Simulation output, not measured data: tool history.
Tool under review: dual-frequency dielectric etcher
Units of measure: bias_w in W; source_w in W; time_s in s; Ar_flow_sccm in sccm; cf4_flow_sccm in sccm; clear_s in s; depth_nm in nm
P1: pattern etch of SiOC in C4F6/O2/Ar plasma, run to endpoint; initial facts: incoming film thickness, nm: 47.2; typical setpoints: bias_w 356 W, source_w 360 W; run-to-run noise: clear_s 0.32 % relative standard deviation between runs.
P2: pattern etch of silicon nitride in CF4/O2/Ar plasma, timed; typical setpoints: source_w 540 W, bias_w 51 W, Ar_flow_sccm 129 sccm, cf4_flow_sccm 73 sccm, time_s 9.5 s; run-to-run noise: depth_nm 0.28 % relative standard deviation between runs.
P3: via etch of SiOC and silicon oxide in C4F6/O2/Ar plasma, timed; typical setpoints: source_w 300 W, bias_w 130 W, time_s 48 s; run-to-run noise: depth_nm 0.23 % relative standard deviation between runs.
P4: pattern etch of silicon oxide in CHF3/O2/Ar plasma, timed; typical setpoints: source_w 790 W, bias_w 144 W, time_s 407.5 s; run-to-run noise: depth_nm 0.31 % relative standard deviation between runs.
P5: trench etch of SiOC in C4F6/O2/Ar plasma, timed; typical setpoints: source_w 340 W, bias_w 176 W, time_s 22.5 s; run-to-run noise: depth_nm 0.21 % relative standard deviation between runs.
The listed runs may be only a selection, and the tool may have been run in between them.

| run | hour | process | bias_w | source_w | time_s | Ar_flow_sccm | cf4_flow_sccm | hours since the last wet clean | hours since the last bias power generator calibration | hours since the last source power generator calibration | clear_s | depth_nm |
|---|---|---|---|---|---|---|---|---|---|---|---|---|
| 1 | 5.3 | P1 | 356 | 360 |  |  |  | 310.4 | 565 | 1374.7 | 19.131 |  |
| 2 | 10.2 | P3 | 130 | 300 | 30.5 |  |  | 315.3 | 569.9 | 1379.6 |  | 28.508 |
| 3 | 16.8 | P4 | 144 | 790 | 266 |  |  | 321.9 | 576.5 | 1386.2 |  | 521.88 |
| 4 | 23.3 | P5 | 176 | 340 | 22.5 |  |  | 328.4 | 583 | 1392.7 |  | 41.768 |
| 5 | 31 | P2 | 51 | 730 | 9.5 | 129 | 73 | 336.1 | 590.7 | 1400.4 |  | 24.06 |
|  | 33.6 | wet clean of the chamber |
| 6 | 36.6 | P3 | 130 | 170 | 48 |  |  | 3.1 | 596.3 | 1406 |  | 35.892 |
| 7 | 43.7 | P4 | 144 | 790 | 407.5 |  |  | 10.2 | 603.4 | 1413.1 |  | 794.86 |
| 8 | 50.8 | P1 | 419 | 250 |  |  |  | 17.3 | 610.5 | 1420.2 | 20.587 |  |
| 9 | 58.2 | P1 | 356 | 360 |  |  |  | 24.7 | 617.9 | 1427.6 | 19.048 |  |
| 10 | 64.8 | P5 | 176 | 340 | 32 |  |  | 31.3 | 624.5 | 1434.2 |  | 59.275 |
| 11 | 72.1 | P4 | 91 | 790 | 407.5 |  |  | 38.6 | 631.8 | 1441.5 |  | 694.83 |
| 12 | 78.6 | P1 | 450 | 360 |  |  |  | 45.1 | 638.3 | 1448 | 17.534 |  |
| 13 | 82.7 | P1 | 356 | 500 |  |  |  | 49.2 | 642.4 | 1452.1 | 16.956 |  |
| 14 | 89.3 | P1 | 356 | 360 |  |  |  | 55.8 | 649 | 1458.7 | 19.15 |  |
| 15 | 92.7 | P4 | 144 | 1050 | 407.5 |  |  | 59.2 | 652.4 | 1462.1 |  | 892.34 |
| 16 | 100.1 | P3 | 130 | 300 | 48 |  |  | 66.6 | 659.8 | 1469.5 |  | 44.672 |
| 17 | 105.1 | P2 | 51 | 540 | 9.5 | 79 | 73 | 71.6 | 664.8 | 1474.5 |  | 19.78 |
| 18 | 110 | P5 | 110 | 340 | 22.5 |  |  | 76.5 | 669.7 | 1479.4 |  | 36.113 |
| 19 | 117.5 | P1 | 356 | 230 |  |  |  | 84 | 677.2 | 1486.9 | 22.628 |  |
| 20 | 121.6 | P5 | 176 | 420 | 22.5 |  |  | 88.1 | 681.3 | 1491 |  | 45.275 |
| 21 | 125.1 | P1 | 356 | 360 |  |  |  | 91.6 | 684.8 | 1494.5 | 19.095 |  |
| 22 | 132.1 | P1 | 456 | 420 |  |  |  | 98.6 | 691.8 | 1501.5 | 16.503 |  |
| 23 | 137.2 | P1 | 356 | 360 |  |  |  | 103.7 | 696.9 | 1506.6 | 19.179 |  |
| 24 | 144.5 | P1 | 356 | 360 |  |  |  | 111 | 704.2 | 1513.9 | 19.199 |  |
| 25 | 150.2 | P1 | 216 | 360 |  |  |  | 116.7 | 709.9 | 1519.6 | 22.808 |  |
| 26 | 157.6 | P2 | 51 | 540 | 9.5 | 129 | 73 | 124.1 | 717.3 | 1527 |  | 18.531 |
| 27 | 163.1 | P3 | 179 | 300 | 48 |  |  | 129.6 | 722.8 | 1532.5 |  | 49.576 |
| 28 | 167.1 | P2 | 32 | 540 | 9.5 | 129 | 73 | 133.6 | 726.8 | 1536.5 |  | 15.443 |
| 29 | 170.7 | P2 | 51 | 540 | 9.5 | 129 | 94 | 137.2 | 730.4 | 1540.1 |  | 19.183 |

Run 30 is up next; what results do you expect?
| 30 | 178.5 | P2 | 51 | 540 | 7 | 129 | 73 | 145 | 738.2 | 1547.9 |  | ? |

{"run 30": {"depth_nm": 13.652}}
